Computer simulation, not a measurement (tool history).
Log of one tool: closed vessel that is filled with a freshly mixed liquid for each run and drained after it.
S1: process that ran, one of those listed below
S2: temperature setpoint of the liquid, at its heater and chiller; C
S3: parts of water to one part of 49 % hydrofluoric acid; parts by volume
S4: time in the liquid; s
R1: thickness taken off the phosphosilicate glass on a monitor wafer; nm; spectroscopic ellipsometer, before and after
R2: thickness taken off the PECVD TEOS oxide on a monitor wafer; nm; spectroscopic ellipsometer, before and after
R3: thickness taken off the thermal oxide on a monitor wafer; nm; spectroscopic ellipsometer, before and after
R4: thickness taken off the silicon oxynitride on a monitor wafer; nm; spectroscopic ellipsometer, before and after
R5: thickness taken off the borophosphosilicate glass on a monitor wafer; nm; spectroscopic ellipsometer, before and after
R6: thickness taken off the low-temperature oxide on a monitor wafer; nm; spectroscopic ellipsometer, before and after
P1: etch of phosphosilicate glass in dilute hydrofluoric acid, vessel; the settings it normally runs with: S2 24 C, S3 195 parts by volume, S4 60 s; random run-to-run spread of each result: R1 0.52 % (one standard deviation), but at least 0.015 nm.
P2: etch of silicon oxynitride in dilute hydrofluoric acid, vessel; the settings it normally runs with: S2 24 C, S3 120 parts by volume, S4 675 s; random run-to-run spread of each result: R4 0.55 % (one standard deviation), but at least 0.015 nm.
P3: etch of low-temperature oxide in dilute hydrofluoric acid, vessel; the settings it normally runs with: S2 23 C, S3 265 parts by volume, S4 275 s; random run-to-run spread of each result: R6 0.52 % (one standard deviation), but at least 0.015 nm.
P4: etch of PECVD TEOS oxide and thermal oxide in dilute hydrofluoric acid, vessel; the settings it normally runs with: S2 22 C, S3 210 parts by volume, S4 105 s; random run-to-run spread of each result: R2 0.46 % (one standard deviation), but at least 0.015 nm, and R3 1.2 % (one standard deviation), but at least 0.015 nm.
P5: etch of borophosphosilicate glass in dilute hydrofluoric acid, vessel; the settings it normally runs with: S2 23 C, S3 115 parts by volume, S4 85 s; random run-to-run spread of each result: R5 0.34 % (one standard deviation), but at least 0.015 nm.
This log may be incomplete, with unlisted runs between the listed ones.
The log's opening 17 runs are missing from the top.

Run 18, hour 209.3: S1 P1, S2 24 C, S3 305 parts by volume, S4 60 s. Result: R1 30.904 nm.
Run 19, hour 223.8: S1 P5, S2 30.5 C, S3 115 parts by volume, S4 85 s. Result: R5 32.424 nm.
Run 20, hour 241.6: S1 P1, S2 24 C, S3 195 parts by volume, S4 95 s. Result: R1 84.515 nm.
Run 21, hour 250.5: S1 P3, S2 23 C, S3 265 parts by volume, S4 275 s. Result: R6 15.003 nm.
Run 22, hour 265.8: S1 P2, S2 17.5 C, S3 120 parts by volume, S4 675 s. Result: R4 13.81 nm.
Run 23, hour 281.5: S1 P5, S2 23 C, S3 115 parts by volume, S4 85 s. Result: R5 24.207 nm.
At hour 290.7: hydrofluoric acid flow meter replaced.
Run 24, hour 291.8: S1 P1, S2 31 C, S3 195 parts by volume, S4 60 s. Result: R1 69.923 nm.
Run 25, hour 306.3: S1 P4, S2 22 C, S3 210 parts by volume, S4 105 s. Result: R2 5.8223 nm, R3 1.8794 nm.

The next listed run, before its measurement:
Run 26, hour 323.1: S1 P1, S2 24 C, S3 90 parts by volume, S4 60 s. Result: R1 ?.

{"run 26": {"R1": 132.15}}
